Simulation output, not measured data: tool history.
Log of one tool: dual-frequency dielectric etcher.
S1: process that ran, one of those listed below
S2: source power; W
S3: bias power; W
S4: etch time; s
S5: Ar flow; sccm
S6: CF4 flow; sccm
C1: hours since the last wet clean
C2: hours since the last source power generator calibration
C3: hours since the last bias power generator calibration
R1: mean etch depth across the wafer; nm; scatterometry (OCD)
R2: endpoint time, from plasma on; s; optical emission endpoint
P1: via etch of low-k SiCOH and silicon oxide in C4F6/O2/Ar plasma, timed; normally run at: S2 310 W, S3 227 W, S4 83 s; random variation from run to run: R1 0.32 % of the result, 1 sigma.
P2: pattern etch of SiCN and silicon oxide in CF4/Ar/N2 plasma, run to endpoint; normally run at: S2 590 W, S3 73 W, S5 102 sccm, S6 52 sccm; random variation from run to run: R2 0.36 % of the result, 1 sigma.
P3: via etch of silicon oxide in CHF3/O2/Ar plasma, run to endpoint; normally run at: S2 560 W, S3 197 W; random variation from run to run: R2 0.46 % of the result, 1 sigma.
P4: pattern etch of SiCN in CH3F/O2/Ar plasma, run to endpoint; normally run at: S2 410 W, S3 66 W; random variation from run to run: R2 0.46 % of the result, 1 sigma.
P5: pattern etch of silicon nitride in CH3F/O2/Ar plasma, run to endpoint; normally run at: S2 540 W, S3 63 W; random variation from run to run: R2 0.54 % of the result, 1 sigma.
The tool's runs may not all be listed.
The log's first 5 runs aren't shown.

run   hour  S1   S2   S3     S4   S5  S6     C1      C2     C3      R1      R2
  6   82.4  P2  590   73         102  52    231  3376.4    603          16.683
  7   94.3  P5  540   42                  242.9  3388.3  614.9          52.262
  8  109.2  P4  410   66                  257.8  3403.2  629.8           31.96
  9  121.7  P5  540   63                  270.3  3415.7  642.3           46.81
 10  133.9  P1  310  227     83           282.5  3427.9  654.5  218.26
 11  142.8  P2  590   73         102  32  291.4  3436.8  663.4          18.183
     144.8  -- source power generator calibrated
 12    157  P5  540   63                  305.6    12.3  677.6           46.65
 13  169.1  P1  240  227     83           317.7    24.4  689.7  198.15
 14  182.1  P4  410   50                  330.7    37.4  702.7          34.955
 15  192.8  P1  310  227     83           341.4    48.1  713.4  218.74
 16  202.3  P4  410   66                  350.9    57.6  722.9          31.964
 17  219.1  P3  560  261                  367.7    74.4  739.7          322.21
 18  230.7  P3  780  197                  379.3      86  751.3           312.1
 19  247.7  P3  560  197                  396.3     103  768.3          354.22
 20  256.8  P4  570   66                  405.4   112.1  777.4          27.935
 21    265  P5  370   63                  413.6   120.3  785.6          53.784
 22  278.6  P1  390  301     83           427.2   133.9  799.2  261.54
 23    290  P2  590   73         102  52  438.6   145.3  810.6          16.791
 24  306.1  P1  310  285     83           454.7   161.4  826.7  234.41
 25  316.9  P1  310  272  110.5           465.5   172.2  837.5  309.04
 26  324.8  P2  590   88         102  52  473.4   180.1  845.4          15.702
 27  338.9  P1  310  227     83           487.5   194.2  859.5  218.75
 28  354.1  P1  310  227     83           502.7   209.4  874.7   219.2
 29    363  P2  390   73         102  52  511.6   218.3  883.6          24.026
 30  372.2  P1  310  227    123           520.8   227.5  892.8  322.01

Forecast run 31:
 31  386.7  P1  310  227  83          535.3  242  907.3   ?

R1: 217.65 nm

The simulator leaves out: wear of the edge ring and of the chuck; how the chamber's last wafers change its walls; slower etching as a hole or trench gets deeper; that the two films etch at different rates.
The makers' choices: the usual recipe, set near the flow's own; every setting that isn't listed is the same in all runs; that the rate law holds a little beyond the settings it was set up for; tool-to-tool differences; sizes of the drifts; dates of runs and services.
